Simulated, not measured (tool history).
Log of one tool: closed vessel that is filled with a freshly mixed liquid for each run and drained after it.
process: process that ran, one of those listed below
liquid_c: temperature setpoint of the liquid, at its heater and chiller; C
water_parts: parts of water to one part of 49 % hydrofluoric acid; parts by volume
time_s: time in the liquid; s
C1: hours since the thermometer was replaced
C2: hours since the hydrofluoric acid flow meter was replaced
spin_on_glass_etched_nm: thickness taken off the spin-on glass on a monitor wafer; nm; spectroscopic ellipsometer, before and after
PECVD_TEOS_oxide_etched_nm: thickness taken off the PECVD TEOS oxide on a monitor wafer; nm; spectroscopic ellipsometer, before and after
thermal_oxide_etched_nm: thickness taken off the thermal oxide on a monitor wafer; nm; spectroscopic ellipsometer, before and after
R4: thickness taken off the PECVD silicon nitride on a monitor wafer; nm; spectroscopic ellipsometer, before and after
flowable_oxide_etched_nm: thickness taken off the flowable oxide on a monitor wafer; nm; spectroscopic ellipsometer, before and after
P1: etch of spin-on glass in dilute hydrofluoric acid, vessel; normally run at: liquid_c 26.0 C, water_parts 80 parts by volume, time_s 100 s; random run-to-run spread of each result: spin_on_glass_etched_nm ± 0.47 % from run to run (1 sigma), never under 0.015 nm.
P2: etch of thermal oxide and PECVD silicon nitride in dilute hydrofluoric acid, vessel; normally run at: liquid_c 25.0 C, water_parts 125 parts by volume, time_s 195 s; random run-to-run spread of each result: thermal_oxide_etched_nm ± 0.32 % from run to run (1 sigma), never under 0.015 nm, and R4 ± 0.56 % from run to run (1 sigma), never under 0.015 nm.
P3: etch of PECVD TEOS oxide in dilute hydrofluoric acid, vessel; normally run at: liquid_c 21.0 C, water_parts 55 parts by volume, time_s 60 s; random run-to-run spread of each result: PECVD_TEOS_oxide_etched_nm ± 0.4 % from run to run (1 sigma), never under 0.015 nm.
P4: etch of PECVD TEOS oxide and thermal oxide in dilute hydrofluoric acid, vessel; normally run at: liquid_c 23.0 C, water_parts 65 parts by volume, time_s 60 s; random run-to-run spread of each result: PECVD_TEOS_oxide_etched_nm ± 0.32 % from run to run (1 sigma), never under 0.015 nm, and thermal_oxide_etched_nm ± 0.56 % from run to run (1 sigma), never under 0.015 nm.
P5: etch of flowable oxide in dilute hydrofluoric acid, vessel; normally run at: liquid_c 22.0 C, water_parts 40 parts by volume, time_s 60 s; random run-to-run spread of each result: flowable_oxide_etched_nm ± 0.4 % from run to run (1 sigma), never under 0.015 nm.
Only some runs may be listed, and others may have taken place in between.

Run 1, day 0.471: process P1, liquid_c 26.0 C, water_parts 80 parts by volume, time_s 100 s; C1 678.0; C2 1325.7. Result: spin_on_glass_etched_nm 58.181 nm.
Run 2, day 0.762: process P1, liquid_c 26.0 C, water_parts 80 parts by volume, time_s 100 s; C1 685.0; C2 1332.7. Result: spin_on_glass_etched_nm 57.989 nm.
Run 3, day 1.208: process P4, liquid_c 23.0 C, water_parts 65 parts by volume, time_s 60 s; C1 695.7; C2 1343.4. Result: PECVD_TEOS_oxide_etched_nm 21.520 nm, thermal_oxide_etched_nm 4.4494 nm.
Run 4, day 1.562: process P4, liquid_c 23.0 C, water_parts 65 parts by volume, time_s 60 s; C1 704.2; C2 1351.9. Result: PECVD_TEOS_oxide_etched_nm 21.566 nm, thermal_oxide_etched_nm 4.4293 nm.
Run 5, day 1.954: process P2, liquid_c 25.0 C, water_parts 190 parts by volume, time_s 195 s; C1 713.6; C2 1361.3. Result: thermal_oxide_etched_nm 4.5220 nm, R4 3.59070 nm.
Run 6, day 2.196: process P1, liquid_c 26.0 C, water_parts 120 parts by volume, time_s 100 s; C1 719.4; C2 1367.1. Result: spin_on_glass_etched_nm 36.607 nm.
Run 7, day 2.625: process P1, liquid_c 26.0 C, water_parts 80 parts by volume, time_s 100 s; C1 729.7; C2 1377.4. Result: spin_on_glass_etched_nm 57.664 nm.
Run 8, day 3.067: process P5, liquid_c 22.0 C, water_parts 40 parts by volume, time_s 30 s; C1 740.3; C2 1388.0. Result: flowable_oxide_etched_nm 22.624 nm.
Run 9, day 3.388: process P5, liquid_c 22.0 C, water_parts 40 parts by volume, time_s 60 s; C1 748.0; C2 1395.7. Result: flowable_oxide_etched_nm 44.911 nm.
Run 10, day 3.771: process P2, liquid_c 25.0 C, water_parts 125 parts by volume, time_s 30 s; C1 757.2; C2 1404.9. Result: thermal_oxide_etched_nm 1.1816 nm, R4 0.82098 nm.
Run 11, day 4.183: process P3, liquid_c 17.0 C, water_parts 55 parts by volume, time_s 60 s; C1 767.1; C2 1414.8. Result: PECVD_TEOS_oxide_etched_nm 11.998 nm.
Run 12, day 4.562: process P1, liquid_c 26.0 C, water_parts 80 parts by volume, time_s 100 s; C1 776.2; C2 1423.9. Result: spin_on_glass_etched_nm 57.693 nm.
Run 13, day 4.979: process P3, liquid_c 21.0 C, water_parts 55 parts by volume, time_s 60 s; C1 786.2; C2 1433.9. Result: PECVD_TEOS_oxide_etched_nm 14.171 nm.
Run 14, day 5.262: process P1, liquid_c 26.0 C, water_parts 80 parts by volume, time_s 30 s; C1 793.0; C2 1440.7. Result: spin_on_glass_etched_nm 17.333 nm.
Run 15, day 5.767: process P1, liquid_c 20.5 C, water_parts 80 parts by volume, time_s 100 s; C1 805.1; C2 1452.8. Result: spin_on_glass_etched_nm 46.563 nm.
Run 16, day 6.150: process P3, liquid_c 21.0 C, water_parts 55 parts by volume, time_s 115 s; C1 814.3; C2 1462.0. Result: PECVD_TEOS_oxide_etched_nm 27.298 nm.
Run 17, day 6.504: process P1, liquid_c 18.0 C, water_parts 105 parts by volume, time_s 100 s; C1 822.8; C2 1470.5. Result: spin_on_glass_etched_nm 30.728 nm.
Run 18, day 6.771: process P3, liquid_c 21.0 C, water_parts 20 parts by volume, time_s 60 s; C1 829.2; C2 1476.9. Result: PECVD_TEOS_oxide_etched_nm 40.796 nm.
Run 19, day 7.108: process P5, liquid_c 26.5 C, water_parts 40 parts by volume, time_s 60 s; C1 837.3; C2 1485.0. Result: flowable_oxide_etched_nm 53.894 nm.
Run 20, day 7.417: process P2, liquid_c 25.0 C, water_parts 125 parts by volume, time_s 195 s; C1 844.7; C2 1492.4. Result: thermal_oxide_etched_nm 7.4016 nm, R4 5.48350 nm.
Run 21, day 7.683: process P1, liquid_c 26.0 C, water_parts 80 parts by volume, time_s 165 s; C1 851.1; C2 1498.8. Result: spin_on_glass_etched_nm 95.851 nm.
Run 22, day 8.121: process P1, liquid_c 26.0 C, water_parts 25 parts by volume, time_s 100 s; C1 861.6; C2 1509.3. Result: spin_on_glass_etched_nm 199.480 nm.
Run 23, day 8.600: process P1, liquid_c 26.0 C, water_parts 80 parts by volume, time_s 100 s; C1 873.1; C2 1520.8. Result: spin_on_glass_etched_nm 57.728 nm.
Run 24, day 8.971: process P4, liquid_c 23.0 C, water_parts 20 parts by volume, time_s 60 s; C1 882.0; C2 1529.7. Result: PECVD_TEOS_oxide_etched_nm 74.103 nm, thermal_oxide_etched_nm 15.4040 nm.
Run 25, day 9.275: process P1, liquid_c 31.0 C, water_parts 80 parts by volume, time_s 100 s; C1 889.3; C2 1537.0. Result: spin_on_glass_etched_nm 70.135 nm.
Run 26, day 9.696: process P1, liquid_c 26.0 C, water_parts 80 parts by volume, time_s 100 s; C1 899.4; C2 1547.1. Result: spin_on_glass_etched_nm 58.006 nm.
Run 27, day 9.992: process P2, liquid_c 30.5 C, water_parts 125 parts by volume, time_s 195 s; C1 906.5; C2 1554.2. Result: thermal_oxide_etched_nm 9.1543 nm, R4 7.70870 nm.
Run 28, day 10.333: process P5, liquid_c 22.0 C, water_parts 20 parts by volume, time_s 60 s; C1 914.7; C2 1562.4. Result: flowable_oxide_etched_nm 92.228 nm.
Run 29, day 10.712: process P4, liquid_c 17.0 C, water_parts 65 parts by volume, time_s 60 s; C1 923.8; C2 1571.5. Result: PECVD_TEOS_oxide_etched_nm 16.665 nm, thermal_oxide_etched_nm 3.5164 nm.
Run 30, day 11.158: process P4, liquid_c 23.0 C, water_parts 65 parts by volume, time_s 30 s; C1 934.5; C2 1582.2. Result: PECVD_TEOS_oxide_etched_nm 10.781 nm, thermal_oxide_etched_nm 2.2554 nm.
Run 31, day 11.575: process P1, liquid_c 26.0 C, water_parts 80 parts by volume, time_s 100 s; C1 944.5; C2 1592.2. Result: spin_on_glass_etched_nm 57.743 nm.
Run 32, day 12.008: process P1, liquid_c 26.0 C, water_parts 80 parts by volume, time_s 100 s; C1 954.9; C2 1602.6. Result: spin_on_glass_etched_nm 57.532 nm.
Run 33, day 12.354: process P1, liquid_c 26.0 C, water_parts 80 parts by volume, time_s 100 s; C1 963.2; C2 1610.9. Result: spin_on_glass_etched_nm 58.980 nm.
Run 34, day 12.804: process P1, liquid_c 26.0 C, water_parts 80 parts by volume, time_s 100 s; C1 974.0; C2 1621.7. Result: spin_on_glass_etched_nm 60.440 nm.
Run 35, day 13.292: process P1, liquid_c 26.0 C, water_parts 80 parts by volume, time_s 100 s; C1 985.7; C2 1633.4. Result: spin_on_glass_etched_nm 60.440 nm.
Run 36, day 13.708: process P1, liquid_c 26.0 C, water_parts 80 parts by volume, time_s 100 s; C1 995.7; C2 1643.4. Result: spin_on_glass_etched_nm 61.667 nm.
Run 37, day 14.204: process P1, liquid_c 26.0 C, water_parts 80 parts by volume, time_s 100 s; C1 1007.6; C2 1655.3. Result: spin_on_glass_etched_nm 61.758 nm.
Run 38, day 14.429: process P1, liquid_c 26.0 C, water_parts 80 parts by volume, time_s 100 s; C1 1013.0; C2 1660.7. Result: spin_on_glass_etched_nm 61.670 nm.
Run 39, day 14.762: process P1, liquid_c 26.0 C, water_parts 80 parts by volume, time_s 100 s; C1 1021.0; C2 1668.7. Result: spin_on_glass_etched_nm 61.866 nm.
Run 40, day 15.183: process P1, liquid_c 26.0 C, water_parts 80 parts by volume, time_s 100 s; C1 1031.1; C2 1678.8. Result: spin_on_glass_etched_nm 61.868 nm.
Run 41, day 15.479: process P1, liquid_c 26.0 C, water_parts 80 parts by volume, time_s 100 s; C1 1038.2; C2 1685.9. Result: spin_on_glass_etched_nm 61.735 nm.
Run 42, day 15.788: process P1, liquid_c 26.0 C, water_parts 80 parts by volume, time_s 100 s; C1 1045.6; C2 1693.3. Result: spin_on_glass_etched_nm 61.981 nm.

P1 no longer gives what it gave before; its output has crept away from where it was. The following 2 causes, each at its listed size, fit the log equally well:
A: liquid hotter than its thermometer reads (K) = 1.76
B: hydrofluoric acid flow above the setpoint (%) = 6.42
The gradual shift began around day 12.008.

Below are 4 check runs, each on a single wafer, with their results shown as question marks. Which of them would tell the listed causes apart, meaning the causes would give clearly different results under it?
Run check 1, day 16.096: process P4, liquid_c 17.5 C, water_parts 65 parts by volume, time_s 30 s. Result: PECVD_TEOS_oxide_etched_nm ?, thermal_oxide_etched_nm ?.
Run check 2, day 16.096: process P2, liquid_c 29.5 C, water_parts 125 parts by volume, time_s 195 s. Result: thermal_oxide_etched_nm ?, R4 ?.
Run check 3, day 16.096: process P5, liquid_c 26.0 C, water_parts 20 parts by volume, time_s 60 s. Result: flowable_oxide_etched_nm ?.
Run check 4, day 16.096: process P3, liquid_c 17.0 C, water_parts 55 parts by volume, time_s 60 s. Result: PECVD_TEOS_oxide_etched_nm ?.

Predicted outcomes, by check and by cause:
  check                      result     if A     if B
check 1  PECVD_TEOS_oxide_etched_nm   9.2321   9.1548
check 1     thermal_oxide_etched_nm   1.9074   1.8914
check 2     thermal_oxide_etched_nm   9.3754   9.4512
check 2                          R4  8.09360  7.72990
check 3    flowable_oxide_etched_nm  118.110  117.100
check 4  PECVD_TEOS_oxide_etched_nm  12.9190  12.7930
Per check, the gap between the least separated pair of causes, taken in the result that splits them most: check 1 0.84 %; check 2 4.6 %; check 3 0.86 %; check 4 0.98 %
Only in check 2 would the causes give clearly different results; in the remaining checks their results would be nearly the same.

Here is what check 2 returned: thermal_oxide_etched_nm 9.3670 nm; R4 8.06810 nm. Which cause is it?

A is the cause: liquid hotter than its thermometer reads (K).
